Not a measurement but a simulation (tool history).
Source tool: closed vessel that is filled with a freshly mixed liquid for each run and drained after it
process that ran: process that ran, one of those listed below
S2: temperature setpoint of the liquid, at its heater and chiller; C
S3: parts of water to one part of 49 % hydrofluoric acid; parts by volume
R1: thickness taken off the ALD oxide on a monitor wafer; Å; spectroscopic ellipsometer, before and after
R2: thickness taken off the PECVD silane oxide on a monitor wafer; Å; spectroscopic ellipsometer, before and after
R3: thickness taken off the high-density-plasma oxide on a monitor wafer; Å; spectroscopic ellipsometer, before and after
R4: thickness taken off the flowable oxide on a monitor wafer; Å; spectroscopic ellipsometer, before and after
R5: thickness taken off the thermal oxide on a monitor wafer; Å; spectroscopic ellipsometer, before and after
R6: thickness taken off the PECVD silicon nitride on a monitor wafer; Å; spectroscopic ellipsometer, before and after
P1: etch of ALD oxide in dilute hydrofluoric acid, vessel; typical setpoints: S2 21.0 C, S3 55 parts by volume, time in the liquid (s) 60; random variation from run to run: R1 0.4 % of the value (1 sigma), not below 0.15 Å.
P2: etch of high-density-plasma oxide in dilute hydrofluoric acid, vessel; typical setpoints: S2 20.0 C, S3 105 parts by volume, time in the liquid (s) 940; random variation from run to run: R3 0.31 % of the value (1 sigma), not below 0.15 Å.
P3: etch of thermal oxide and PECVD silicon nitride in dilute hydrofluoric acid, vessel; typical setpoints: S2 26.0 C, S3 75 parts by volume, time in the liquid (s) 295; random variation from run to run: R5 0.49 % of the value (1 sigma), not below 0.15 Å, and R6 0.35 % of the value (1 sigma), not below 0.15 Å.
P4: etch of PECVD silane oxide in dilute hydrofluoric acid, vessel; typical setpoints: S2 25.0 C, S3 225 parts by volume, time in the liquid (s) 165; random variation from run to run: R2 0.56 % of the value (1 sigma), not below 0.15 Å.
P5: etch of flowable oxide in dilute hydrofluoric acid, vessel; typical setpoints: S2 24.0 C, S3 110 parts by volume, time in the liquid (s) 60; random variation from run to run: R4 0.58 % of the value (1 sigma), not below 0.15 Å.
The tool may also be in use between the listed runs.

{"run": 1, "day": 0.175, "process that ran": "P1", "S2": 21.0, "S3": 55, "time in the liquid (s)": 60, "R1": 338.54}
{"run": 2, "day": 0.429, "process that ran": "P4", "S2": 25.0, "S3": 50, "time in the liquid (s)": 165, "R2": 1624.2}
{"run": 3, "day": 0.667, "process that ran": "P2", "S2": 20.0, "S3": 105, "time in the liquid (s)": 940, "R3": 452.62}
{"run": 4, "day": 0.942, "process that ran": "P2", "S2": 20.0, "S3": 170, "time in the liquid (s)": 940, "R3": 260.6}
{"run": 5, "day": 1.271, "process that ran": "P1", "S2": 21.0, "S3": 105, "time in the liquid (s)": 60, "R1": 166.88}
{"run": 6, "day": 1.546, "process that ran": "P2", "S2": 20.0, "S3": 105, "time in the liquid (s)": 1740, "R3": 834.53}
{"run": 7, "day": 1.696, "process that ran": "P1", "S2": 21.0, "S3": 55, "time in the liquid (s)": 60, "R1": 339.11}
{"run": 8, "day": 1.958, "process that ran": "P1", "S2": 21.0, "S3": 25, "time in the liquid (s)": 60, "R1": 771.72}
{"run": 9, "day": 2.138, "process that ran": "P4", "S2": 25.0, "S3": 225, "time in the liquid (s)": 245, "R2": 434.77}
{"run": 10, "day": 2.379, "process that ran": "P1", "S2": 25.5, "S3": 55, "time in the liquid (s)": 60, "R1": 409.64}
{"run": 11, "day": 2.621, "process that ran": "P5", "S2": 24.0, "S3": 110, "time in the liquid (s)": 110, "R4": 425.43}
{"run": 12, "day": 2.821, "process that ran": "P5", "S2": 24.0, "S3": 35, "time in the liquid (s)": 60, "R4": 804.21}
{"run": 13, "day": 2.979, "process that ran": "P1", "S2": 21.0, "S3": 55, "time in the liquid (s)": 100, "R1": 565.17}
{"run": 14, "day": 3.254, "process that ran": "P1", "S2": 21.0, "S3": 55, "time in the liquid (s)": 60, "R1": 339.95}
{"run": 15, "day": 3.475, "process that ran": "P2", "S2": 17.0, "S3": 105, "time in the liquid (s)": 940, "R3": 397.21}
{"run": 16, "day": 3.725, "process that ran": "P4", "S2": 19.0, "S3": 225, "time in the liquid (s)": 165, "R2": 235.04}
{"run": 17, "day": 3.962, "process that ran": "P5", "S2": 24.0, "S3": 110, "time in the liquid (s)": 60, "R4": 234.03}
{"run": 18, "day": 4.15, "process that ran": "P3", "S2": 26.0, "S3": 75, "time in the liquid (s)": 295, "R5": 223.74, "R6": 163.51}
{"run": 19, "day": 4.404, "process that ran": "P3", "S2": 26.0, "S3": 75, "time in the liquid (s)": 465, "R5": 353.5, "R6": 257.44}
{"run": 20, "day": 4.704, "process that ran": "P1", "S2": 21.0, "S3": 55, "time in the liquid (s)": 30, "R1": 169.36}
{"run": 21, "day": 4.929, "process that ran": "P4", "S2": 25.0, "S3": 225, "time in the liquid (s)": 165, "R2": 293.57}
{"run": 22, "day": 5.233, "process that ran": "P3", "S2": 26.0, "S3": 130, "time in the liquid (s)": 295, "R5": 120.24, "R6": 95.077}
{"run": 23, "day": 5.4, "process that ran": "P5", "S2": 24.0, "S3": 110, "time in the liquid (s)": 60, "R4": 232.48}
{"run": 24, "day": 5.704, "process that ran": "P1", "S2": 21.0, "S3": 55, "time in the liquid (s)": 60, "R1": 338.87}
{"run": 25, "day": 5.904, "process that ran": "P1", "S2": 17.0, "S3": 55, "time in the liquid (s)": 60, "R1": 285.1}
{"run": 26, "day": 6.221, "process that ran": "P4", "S2": 25.0, "S3": 225, "time in the liquid (s)": 165, "R2": 293.67}
{"run": 27, "day": 6.383, "process that ran": "P5", "S2": 18.0, "S3": 110, "time in the liquid (s)": 60, "R4": 183.69}
{"run": 28, "day": 6.696, "process that ran": "P1", "S2": 17.0, "S3": 55, "time in the liquid (s)": 30, "R1": 142.13}
{"run": 29, "day": 6.858, "process that ran": "P1", "S2": 21.0, "S3": 55, "time in the liquid (s)": 60, "R1": 338.05}
{"run": 30, "day": 7.117, "process that ran": "P3", "S2": 18.5, "S3": 75, "time in the liquid (s)": 295, "R5": 164.8, "R6": 98.403}
{"run": 31, "day": 7.342, "process that ran": "P1", "S2": 21.0, "S3": 55, "time in the liquid (s)": 60, "R1": 340.34}
{"run": 32, "day": 7.571, "process that ran": "P1", "S2": 21.0, "S3": 55, "time in the liquid (s)": 60, "R1": 349.04}
{"run": 33, "day": 7.888, "process that ran": "P1", "S2": 21.0, "S3": 55, "time in the liquid (s)": 60, "R1": 356.03}
{"run": 34, "day": 8.171, "process that ran": "P1", "S2": 21.0, "S3": 55, "time in the liquid (s)": 60, "R1": 358.37}
{"run": 35, "day": 8.425, "process that ran": "P1", "S2": 21.0, "S3": 55, "time in the liquid (s)": 60, "R1": 363.06}
{"run": 36, "day": 8.621, "process that ran": "P1", "S2": 21.0, "S3": 55, "time in the liquid (s)": 60, "R1": 364.48}
{"run": 37, "day": 8.846, "process that ran": "P1", "S2": 21.0, "S3": 55, "time in the liquid (s)": 60, "R1": 363.42}
{"run": 38, "day": 9.004, "process that ran": "P1", "S2": 21.0, "S3": 55, "time in the liquid (s)": 60, "R1": 366.88}
{"run": 39, "day": 9.279, "process that ran": "P1", "S2": 21.0, "S3": 55, "time in the liquid (s)": 60, "R1": 368.49}
{"run": 40, "day": 9.529, "process that ran": "P1", "S2": 21.0, "S3": 55, "time in the liquid (s)": 60, "R1": 363.07}
{"run": 41, "day": 9.804, "process that ran": "P1", "S2": 21.0, "S3": 55, "time in the liquid (s)": 60, "R1": 368.19}

What P1 gives has crept away from where it was. These 2 causes fit the log equally well, each at the size given:
A: hydrofluoric acid flow above the setpoint (%) = 7.64
B: liquid hotter than its thermometer reads (K) = 1.89
The creep began at about day 7.342.

Of the 4 check runs listed below, each run on one wafer and each result written as a question mark, which would let you distinguish the listed causes because they would give clearly different results?
{"run": "check 1", "day": 10.079, "process that ran": "P2", "S2": 17.0, "S3": 105, "time in the liquid (s)": 1490, "R3": "?"}
{"run": "check 2", "day": 10.079, "process that ran": "P4", "S2": 20.5, "S3": 70, "time in the liquid (s)": 165, "R2": "?"}
{"run": "check 3", "day": 10.079, "process that ran": "P5", "S2": 24.0, "S3": 40, "time in the liquid (s)": 60, "R4": "?"}
{"run": "check 4", "day": 10.079, "process that ran": "P3", "S2": 26.0, "S3": 130, "time in the liquid (s)": 460, "R5": "?", "R6": "?"}

What each check would give under each cause:
check=check_1 result=R3 if_A=685.85 if_B=684.14
check=check_2 result=R2 if_A=1017.90 if_B=1016.60
check=check_3 result=R4 if_A=755.81 if_B=756.11
check=check_4 result=R5 if_A=203.63 if_B=200.82
check=check_4 result=R6 if_A=158.530 if_B=166.090
Distance between the nearest two causes, measured in the result of the check that separates them most: check 1 0.25 %; check 2 0.13 %; check 3 0.04 %; check 4 4.66 %
Only in check 4 would the causes give clearly different results; in the remaining checks their results would be nearly the same.

Here is what check 4 returned: R5 203.87 Å; R6 158.180 Å. Which cause is it?

The cause is A: hydrofluoric acid flow above the setpoint (%).

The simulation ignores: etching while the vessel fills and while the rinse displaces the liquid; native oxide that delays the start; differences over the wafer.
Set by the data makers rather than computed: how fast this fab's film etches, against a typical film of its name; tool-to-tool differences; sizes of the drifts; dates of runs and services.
